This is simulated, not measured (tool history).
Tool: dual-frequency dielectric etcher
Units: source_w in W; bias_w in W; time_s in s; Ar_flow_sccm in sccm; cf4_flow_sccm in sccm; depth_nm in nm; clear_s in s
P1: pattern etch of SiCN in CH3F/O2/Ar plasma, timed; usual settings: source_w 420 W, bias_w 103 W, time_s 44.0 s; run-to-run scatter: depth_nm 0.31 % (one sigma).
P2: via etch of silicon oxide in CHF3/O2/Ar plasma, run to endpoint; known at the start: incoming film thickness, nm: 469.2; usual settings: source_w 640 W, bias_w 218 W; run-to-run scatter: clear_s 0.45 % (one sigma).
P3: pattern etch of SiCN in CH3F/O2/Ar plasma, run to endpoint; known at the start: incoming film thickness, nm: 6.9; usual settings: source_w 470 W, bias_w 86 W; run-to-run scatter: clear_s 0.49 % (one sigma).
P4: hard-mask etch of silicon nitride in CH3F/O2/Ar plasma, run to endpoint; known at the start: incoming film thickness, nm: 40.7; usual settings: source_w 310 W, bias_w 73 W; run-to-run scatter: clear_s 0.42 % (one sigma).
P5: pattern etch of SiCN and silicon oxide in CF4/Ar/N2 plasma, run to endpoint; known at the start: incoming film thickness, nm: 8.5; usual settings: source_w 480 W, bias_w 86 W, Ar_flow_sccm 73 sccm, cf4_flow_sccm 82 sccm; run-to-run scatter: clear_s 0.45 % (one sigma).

run	hour	process	source_w	bias_w	time_s	Ar_flow_sccm	cf4_flow_sccm	hours since the last wet clean	hours since the last source power generator calibration	hours since the last bias power generator calibration	depth_nm	clear_s
1	6.7	P1	420	103	44.0			184.6	2494.7	1138.9	18.850	
2	14.8	P4	310	73				192.7	2502.8	1147.0		62.8780
3	18.7	P4	430	73				196.6	2506.7	1150.9		55.2120
4	22.9	P5	480	86		73	82	200.8	2510.9	1155.1		8.2919
5	28.8	P1	420	103	44.0			206.7	2516.8	1161.0	18.716	
6	34.0	P3	470	105				211.9	2522.0	1166.2		14.8620
7	41.7	P2	640	149				219.6	2529.7	1173.9		249.5600
8	46.2	P5	480	86		50	82	224.1	2534.2	1178.4		7.9174
9	53.9	P2	640	218				231.8	2541.9	1186.1		218.7900
10	59.3	P2	810	218				237.2	2547.3	1191.5		200.7400
11	63.6	P3	470	86				241.5	2551.6	1195.8		16.1780
12	70.0	P5	480	86		73	102	247.9	2558.0	1202.2		8.0617
13	74.3	P1	510	103	44.0			252.2	2562.3	1206.5	20.057	
14	82.1	P1	420	103	44.0			260.0	2570.1	1214.3	18.802	
15	89.0	P1	420	81	44.0			266.9	2577.0	1221.2	17.196	
16	95.6	P1	570	128	44.0			273.5	2583.6	1227.8	22.903	
17	103.8	P1	320	103	44.0			281.7	2591.8	1236.0	17.016	
18	109.4	P3	470	86				287.3	2597.4	1241.6		16.0430
19	114.5	P1	420	103	44.0			292.4	2602.5	1246.7	18.872	
20	120.8	P5	480	110		73	82	298.7	2608.8	1253.0		7.6229
21	125.3	P1	420	103	44.0			303.2	2613.3	1257.5	18.882	
22	132.9	P1	420	103	44.0			310.8	2620.9	1265.1	18.781	
23	140.2	P1	420	82	63.5			318.1	2628.2	1272.4	24.767	
24	144.4	P1	420	103	55.5			322.3	2632.4	1276.6	23.533	
25	151.8	P1	310	136	44.0			329.7	2639.8	1284.0	18.837	
26	157.6	P4	310	87				335.5	2645.6	1289.8		59.0690
# hour 162.5: source power generator calibrated
27	163.5	P5	660	86		73	82	341.4	1.1	1295.7		6.2344
28	169.5	P1	420	138	44.0			347.4	7.1	1301.7	21.009	
29	173.9	P1	420	103	28.5			351.8	11.5	1306.1	12.106	
30	178.6	P3	350	86				356.5	16.2	1310.8		18.0620
31	182.7	P1	420	103	44.0			360.6	20.3	1314.9	18.771	
32	187.2	P1	420	103	44.0			365.1	24.8	1319.4	18.893	
33	191.2	P1	420	103	44.0			369.1	28.8	1323.4	18.972	
34	197.2	P1	420	103	44.0			375.1	34.8	1329.4	18.949	
35	205.1	P1	420	103	44.0			383.0	42.7	1337.3	19.006	
36	211.6	P1	420	103	44.0			389.5	49.2	1343.8	19.028	
# hour 214.6: wet clean of the chamber
37	215.8	P1	420	103	44.0			1.3	53.4	1348.0	19.113	
38	222.6	P1	420	103	44.0			8.1	60.2	1354.8	19.122	
39	230.8	P1	420	103	44.0			16.3	68.4	1363.0	19.108	
40	236.3	P1	420	103	44.0			21.8	73.9	1368.5	19.078	

What P1 gives has crept away from where it was. These 2 causes fit the log equally well, each at the size given:
A: bias power that arrives over what is set, % = 4.4
B: source power that arrives over what is set, % = 4.53
The creep began at about hour 182.7.
Why every other cause is out:
chamber walls in a state that raises the etch rate, %: serviced at hour 214.6, which brought nothing back

4 check runs are offered, each on 2 wafers whose results are averaged, their results left as question marks. Which one tells the causes apart?
check 1	241.8	P3	470	86								?
check 2	241.8	P2	640	218								?
check 3	241.8	P4	310	73								?
check 4	241.8	P5	480	86		73	82					?

What each check would give under each cause:
check	result	if A	if B
check 1	clear_s	15.8570	15.8430
check 2	clear_s	215.4300	215.0400
check 3	clear_s	61.8580	61.7620
check 4	clear_s	8.1492	7.9471
How far apart the two closest causes lie, in the result that separates them most: check 1 0.09 %; check 2 0.18 %; check 3 0.15 %; check 4 2.51 %
Check 4 tells the causes apart: in the others they would give nearly the same result.

Check 4 was then run and gave: clear_s 8.1053 s. Which cause is it?

It is A: bias power that arrives over what is set, %.
